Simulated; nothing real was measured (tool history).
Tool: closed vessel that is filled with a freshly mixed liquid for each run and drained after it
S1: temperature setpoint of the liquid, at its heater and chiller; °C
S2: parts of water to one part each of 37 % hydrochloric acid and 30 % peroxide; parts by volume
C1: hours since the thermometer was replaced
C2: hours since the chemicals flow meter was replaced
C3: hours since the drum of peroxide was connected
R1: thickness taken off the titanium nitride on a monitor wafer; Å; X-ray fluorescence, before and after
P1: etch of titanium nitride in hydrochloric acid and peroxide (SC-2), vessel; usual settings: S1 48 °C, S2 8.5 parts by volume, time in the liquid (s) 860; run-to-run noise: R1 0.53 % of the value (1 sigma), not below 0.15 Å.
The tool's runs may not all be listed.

run 1 day=0.388 | S1=48 S2=8.5 time_in_the_liquid_(s)=860 | C1=478.4 C2=1184.3 C3=124.5 | R1=220.64
run 2 day=0.762 | S1=48 S2=8.5 time_in_the_liquid_(s)=860 | C1=487.4 C2=1193.3 C3=133.5 | R1=220.85
run 3 day=0.962 | S1=48 S2=4 time_in_the_liquid_(s)=860 | C1=492.2 C2=1198.1 C3=138.3 | R1=384.61
run 4 day=1.154 | S1=35 S2=8.5 time_in_the_liquid_(s)=860 | C1=496.8 C2=1202.7 C3=142.9 | R1=88.398
run 5 day=1.504 | S1=62.5 S2=4.5 time_in_the_liquid_(s)=860 | C1=505.2 C2=1211.1 C3=151.3 | R1=902.39
run 6 day=1.879 | S1=48 S2=8.5 time_in_the_liquid_(s)=860 | C1=514.2 C2=1220.1 C3=160.3 | R1=221.09
run 7 day=2.167 | S1=48 S2=8.5 time_in_the_liquid_(s)=860 | C1=521.1 C2=1227 C3=167.2 | R1=220.59
run 8 day=2.362 | S1=48 S2=8.5 time_in_the_liquid_(s)=420 | C1=525.8 C2=1231.7 C3=171.9 | R1=107.23
run 9 day=2.617 | S1=48 S2=14 time_in_the_liquid_(s)=860 | C1=531.9 C2=1237.8 C3=178 | R1=143.76
run 10 day=2.95 | S1=48 S2=15 time_in_the_liquid_(s)=165 | C1=539.9 C2=1245.8 C3=186 | R1=25.645
run 11 day=3.338 | S1=61.5 S2=8.5 time_in_the_liquid_(s)=860 | C1=549.2 C2=1255.1 C3=195.3 | R1=526.57
run 12 day=3.633 | S1=48 S2=8.5 time_in_the_liquid_(s)=1720 | C1=556.3 C2=1262.2 C3=202.4 | R1=441.79
run 13 day=3.946 | S1=48 S2=8.5 time_in_the_liquid_(s)=860 | C1=563.8 C2=1269.7 C3=209.9 | R1=220.16
run 14 day=4.162 | S1=48 S2=8.5 time_in_the_liquid_(s)=860 | C1=569 C2=1274.9 C3=215.1 | R1=223.37
run 15 day=4.367 | S1=48 S2=8.5 time_in_the_liquid_(s)=860 | C1=573.9 C2=1279.8 C3=220 | R1=229.41
run 16 day=4.754 | S1=48 S2=8.5 time_in_the_liquid_(s)=860 | C1=583.2 C2=1289.1 C3=229.3 | R1=230.32
run 17 day=5.025 | S1=48 S2=8.5 time_in_the_liquid_(s)=860 | C1=589.7 C2=1295.6 C3=235.8 | R1=235.11
run 18 day=5.221 | S1=48 S2=8.5 time_in_the_liquid_(s)=860 | C1=594.4 C2=1300.3 C3=240.5 | R1=236.5

Estimate the outcome of run 19 from the log above:
run 19 day=5.421 | S1=48 S2=8.5 time_in_the_liquid_(s)=860 | C1=599.2 C2=1305.1 C3=245.3 | R1=?

{"run 19": {"R1": 235.75}}

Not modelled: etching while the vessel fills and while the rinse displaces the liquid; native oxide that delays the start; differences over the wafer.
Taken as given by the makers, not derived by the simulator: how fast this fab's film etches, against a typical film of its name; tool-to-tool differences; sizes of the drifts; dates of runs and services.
